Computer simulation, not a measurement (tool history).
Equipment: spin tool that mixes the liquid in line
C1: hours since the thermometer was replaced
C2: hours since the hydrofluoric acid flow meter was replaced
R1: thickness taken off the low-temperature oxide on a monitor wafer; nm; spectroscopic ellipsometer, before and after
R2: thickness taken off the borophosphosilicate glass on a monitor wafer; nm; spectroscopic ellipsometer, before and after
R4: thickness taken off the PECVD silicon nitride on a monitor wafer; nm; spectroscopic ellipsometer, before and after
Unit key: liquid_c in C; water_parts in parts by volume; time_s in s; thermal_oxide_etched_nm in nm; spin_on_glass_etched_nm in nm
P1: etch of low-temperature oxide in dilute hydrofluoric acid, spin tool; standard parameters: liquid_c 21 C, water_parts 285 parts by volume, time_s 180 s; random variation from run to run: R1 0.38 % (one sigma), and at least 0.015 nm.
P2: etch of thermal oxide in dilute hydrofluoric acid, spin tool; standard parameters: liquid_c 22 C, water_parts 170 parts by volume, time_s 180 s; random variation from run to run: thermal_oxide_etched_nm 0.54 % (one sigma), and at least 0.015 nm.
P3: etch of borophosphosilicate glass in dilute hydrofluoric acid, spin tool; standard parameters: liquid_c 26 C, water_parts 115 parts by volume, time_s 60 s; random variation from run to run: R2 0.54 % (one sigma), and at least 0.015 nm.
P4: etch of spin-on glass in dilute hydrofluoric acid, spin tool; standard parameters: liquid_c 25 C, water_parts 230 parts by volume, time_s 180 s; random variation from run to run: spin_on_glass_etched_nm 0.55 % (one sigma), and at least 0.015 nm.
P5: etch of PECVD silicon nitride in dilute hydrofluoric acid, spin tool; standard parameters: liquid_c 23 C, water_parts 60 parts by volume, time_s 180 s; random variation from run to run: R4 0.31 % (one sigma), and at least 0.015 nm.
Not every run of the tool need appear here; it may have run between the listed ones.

{"run": 1, "hour": 3.9, "process": "P1", "liquid_c": 21, "water_parts": 285, "time_s": 180, "C1": 1242.8, "C2": 817.7, "R1": 7.9067}
{"run": 2, "hour": 9.8, "process": "P3", "liquid_c": 19.5, "water_parts": 115, "time_s": 60, "C1": 1248.7, "C2": 823.6, "R2": 14.763}
{"run": 3, "hour": 16.1, "process": "P1", "liquid_c": 21, "water_parts": 285, "time_s": 180, "C1": 1255, "C2": 829.9, "R1": 7.9777}
{"run": 4, "hour": 23.1, "process": "P2", "liquid_c": 22, "water_parts": 170, "time_s": 285, "C1": 1262, "C2": 836.9, "thermal_oxide_etched_nm": 6.7804}
{"run": 5, "hour": 30.1, "process": "P5", "liquid_c": 23, "water_parts": 60, "time_s": 350, "C1": 1269, "C2": 843.9, "R4": 17.698}
{"run": 6, "hour": 37.3, "process": "P1", "liquid_c": 17, "water_parts": 70, "time_s": 180, "C1": 1276.2, "C2": 851.1, "R1": 34.171}
{"run": 7, "hour": 43.0, "process": "P1", "liquid_c": 21, "water_parts": 285, "time_s": 180, "C1": 1281.9, "C2": 856.8, "R1": 7.9587}
{"run": 8, "hour": 49.3, "process": "P1", "liquid_c": 17.5, "water_parts": 285, "time_s": 260, "C1": 1288.2, "C2": 863.1, "R1": 10.063}
{"run": 9, "hour": 54.1, "process": "P1", "liquid_c": 17, "water_parts": 285, "time_s": 180, "C1": 1293, "C2": 867.9, "R1": 6.8319}
{"run": 10, "hour": 59.0, "process": "P1", "liquid_c": 21, "water_parts": 285, "time_s": 180, "C1": 1297.9, "C2": 872.8, "R1": 7.9862}
{"run": 11, "hour": 64.1, "process": "P1", "liquid_c": 21, "water_parts": 285, "time_s": 335, "C1": 1303, "C2": 877.9, "R1": 14.895}
{"run": 12, "hour": 67.5, "process": "P2", "liquid_c": 22, "water_parts": 265, "time_s": 180, "C1": 1306.4, "C2": 881.3, "thermal_oxide_etched_nm": 2.537}
{"run": 13, "hour": 72.4, "process": "P3", "liquid_c": 26, "water_parts": 70, "time_s": 60, "C1": 1311.3, "C2": 886.2, "R2": 33.392}
{"run": 14, "hour": 77.4, "process": "P4", "liquid_c": 25, "water_parts": 230, "time_s": 85, "C1": 1316.3, "C2": 891.2, "spin_on_glass_etched_nm": 13.456}
{"run": 15, "hour": 82.5, "process": "P1", "liquid_c": 21, "water_parts": 470, "time_s": 180, "C1": 1321.4, "C2": 896.3, "R1": 4.1145}
{"run": 16, "hour": 85.7, "process": "P4", "liquid_c": 25, "water_parts": 230, "time_s": 180, "C1": 1324.6, "C2": 899.5, "spin_on_glass_etched_nm": 28.575}
{"run": 17, "hour": 90.2, "process": "P3", "liquid_c": 26, "water_parts": 115, "time_s": 60, "C1": 1329.1, "C2": 904, "R2": 19.212}
{"run": 18, "hour": 97.4, "process": "P5", "liquid_c": 23, "water_parts": 60, "time_s": 180, "C1": 1336.3, "C2": 911.2, "R4": 9.1104}
{"run": 19, "hour": 103.4, "process": "P1", "liquid_c": 24.5, "water_parts": 285, "time_s": 100, "C1": 1342.3, "C2": 917.2, "R1": 4.9974}
{"run": 20, "hour": 108.3, "process": "P4", "liquid_c": 25, "water_parts": 395, "time_s": 180, "C1": 1347.2, "C2": 922.1, "spin_on_glass_etched_nm": 14.2}
{"run": 21, "hour": 113.9, "process": "P5", "liquid_c": 17, "water_parts": 60, "time_s": 180, "C1": 1352.8, "C2": 927.7, "R4": 6.0214}
{"run": 22, "hour": 119.3, "process": "P2", "liquid_c": 22, "water_parts": 170, "time_s": 180, "C1": 1358.2, "C2": 933.1, "thermal_oxide_etched_nm": 4.2678}
{"run": 23, "hour": 126.6, "process": "P1", "liquid_c": 21, "water_parts": 140, "time_s": 180, "C1": 1365.5, "C2": 940.4, "R1": 18.653}

Run 24 comes next. What will it give?
{"run": 24, "hour": 130.7, "process": "P2", "liquid_c": 29, "water_parts": 170, "time_s": 180, "C1": 1369.6, "C2": 944.5, "thermal_oxide_etched_nm": "?"}

Run 24 produced thermal_oxide_etched_nm 5.6297 nm.
